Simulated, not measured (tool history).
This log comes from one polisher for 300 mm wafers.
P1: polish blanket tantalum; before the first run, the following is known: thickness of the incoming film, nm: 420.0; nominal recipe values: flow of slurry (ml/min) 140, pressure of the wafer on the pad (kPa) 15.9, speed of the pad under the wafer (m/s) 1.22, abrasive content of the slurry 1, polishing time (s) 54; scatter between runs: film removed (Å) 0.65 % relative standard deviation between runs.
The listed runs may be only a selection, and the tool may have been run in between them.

run,hour,flow of slurry (ml/min),pressure of the wafer on the pad (kPa),speed of the pad under the wafer (m/s),abrasive content of the slurry,polishing time (s),wafers polished on this pad,hours since the slurry nozzle was cleaned,hours since the head pressure was calibrated,hours since the slurry blender was calibrated,film removed (Å)
1,10.9,140,15.9,1.22,1,54,630,188.7,592.5,156.1,1268.3
2,17.6,190,11,1.22,1,54,703,195.4,599.2,162.8,913.53
3,22.9,140,15.9,1.22,1,37,761,200.7,604.5,168.1,862.69
4,29.9,140,15.9,1.22,1,54,837,207.7,611.5,175.1,1257.9
5,34.9,225,15.9,1.22,1,54,891,212.7,616.5,180.1,1363.1
6,43.1,140,15.9,1.22,1,54,981,220.9,624.7,188.3,1252
7,50.6,85,15.9,1.22,1,54,1062,228.4,632.2,195.8,1119.7
# hour 52.7: slurry blender recalibrated
8,59.4,140,15.9,1.22,1,84,1158,237.2,641,6.8,1966.1
9,67.5,140,15.9,1.5,1.3,54,1246,245.3,649.1,14.9,1649.5
10,74.5,140,15.9,1.22,1,54,1322,252.3,656.1,21.9,1254.2
11,82.3,140,15.9,1.92,1,54,1407,260.1,663.9,29.7,1987
12,92.6,140,24.1,1.22,1,54,1520,270.4,674.2,40,1934.4
13,100,140,15.9,0.56,1,54,1600,277.8,681.6,47.4,578.54
14,111.3,140,15.9,1.22,1,54,1723,289.1,692.9,58.7,1252.7
15,121.3,140,10.3,1.22,1,54,1832,299.1,702.9,68.7,824.09
16,127.2,140,15.9,1.22,1.25,54,1896,305,708.8,74.6,1327.2
17,133.9,140,15.9,1.22,0.65,54,1969,311.7,715.5,81.3,1090.6
18,144.7,140,15.9,1.22,1,54,2087,322.5,726.3,92.1,1265.2
19,151,140,15.9,1.22,1,54,2155,328.8,732.6,98.4,1227.4
20,156.9,140,15.9,1.22,1,54,2219,334.7,738.5,104.3,1199.7
21,166.6,140,15.9,1.22,1,54,2325,344.4,748.2,114,1179.2

Run 22 comes next. What will it give?
22,175.3,140,15.9,1.22,1,54,2420,353.1,756.9,122.7,?

film removed (Å): 1152.5

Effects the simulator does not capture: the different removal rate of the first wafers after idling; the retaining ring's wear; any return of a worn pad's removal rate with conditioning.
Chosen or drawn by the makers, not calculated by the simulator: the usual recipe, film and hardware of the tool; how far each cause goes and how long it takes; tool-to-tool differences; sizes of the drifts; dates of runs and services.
